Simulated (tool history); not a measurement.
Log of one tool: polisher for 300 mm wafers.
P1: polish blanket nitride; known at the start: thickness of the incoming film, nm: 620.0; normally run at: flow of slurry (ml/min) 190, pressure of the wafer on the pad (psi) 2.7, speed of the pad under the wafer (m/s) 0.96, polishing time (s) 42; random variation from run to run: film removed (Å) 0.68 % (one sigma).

run   hour  flow of slurry (ml/min)  pressure of the wafer on the pad (psi)  speed of the pad under the wafer (m/s)  polishing time (s)  film removed (Å)
  1   11.9                      190                                     2.7                                    0.96                  42            485.44
  2   23.3                      190                                     1.3                                    0.64                  42            166.49
  3   32.6                      290                                     2.7                                    0.96                  42            507.01
  4   44.2                      190                                     2.7                                    0.96                  19            219.19
      49.8  -- worn pad replaced by a new one
  5   53.0                      115                                     2.7                                    0.96                  42            443.64
  6   64.2                      190                                     2.7                                    0.96                  42            478.46
  7   71.5                      190                                     2.7                                    1.38                  42            642.33
  8   79.5                      190                                     2.7                                    0.96                  42            480.44
  9   86.1                      190                                     2.7                                    0.96                  60            686.40
 10   96.5                      190                                     2.7                                    0.58                  62            472.03
 11  103.3                      190                                     1.3                                    0.96                  42            230.08
 12  111.9                      190                                     2.7                                    0.96                  42            476.99
 13  123.0                      190                                     3.8                                    0.96                  42            682.33
 14  133.4                      190                                     2.7                                    0.46                  42            266.54
 15  139.1                      190                                     2.7                                    0.96                  42            483.74
 16  145.3                      190                                     2.7                                    0.96                  42            472.75
 17  151.6                      190                                     2.7                                    0.96                  42            468.50
 18  161.7                      190                                     2.7                                    0.96                  42            454.98
     166.1  -- worn pad replaced by a new one
 19  168.6                      190                                     2.7                                    0.96                  42            450.96
 20  177.0                      190                                     2.7                                    0.96                  42            450.57
 21  183.9                      190                                     2.7                                    0.96                  42            446.88
 22  194.5                      190                                     2.7                                    0.96                  42            444.41
 23  201.5                      190                                     2.7                                    0.96                  42            445.24

What P1 gives has crept away from where it was. These 2 causes fit the log equally well, each at the size given:
A: head's pressure below its setpoint, % = 7.15
B: slurry flow missing at the pad, % = 35
The creep began at about hour 139.1.
Why every other cause is out:
removal rate lost through wear of the pad, %: serviced at hour 166.1, which brought nothing back

4 check runs are offered, each on 2 wafers whose results are averaged, their results left as question marks. Which one tells the causes apart?
check 1  208.5                      190                                     1.4                                    0.96                  20                 ?
check 2  208.5                      190                                     3.3                                    0.96                  42                 ?
check 3  208.5                      115                                     2.7                                    0.96                  58                 ?
check 4  208.5                      190                                     1.9                                    0.48                  42                 ?

What each check would give under each cause:
  check            result    if A    if B
check 1  film removed (Å)  110.14  110.14
check 2  film removed (Å)  545.18  545.20
check 3  film removed (Å)  563.25  539.98
check 4  film removed (Å)  180.28  180.29
How far apart the two closest causes lie, in the result that separates them most: check 1 0 %; check 2 0 %; check 3 4.22 %; check 4 0 %
Only check 3 tells the causes apart: in the others they would give nearly the same result.

Then check 3 was run and gave: film removed (Å) 541.42. Which cause is it?

It is B: slurry flow missing at the pad, %.
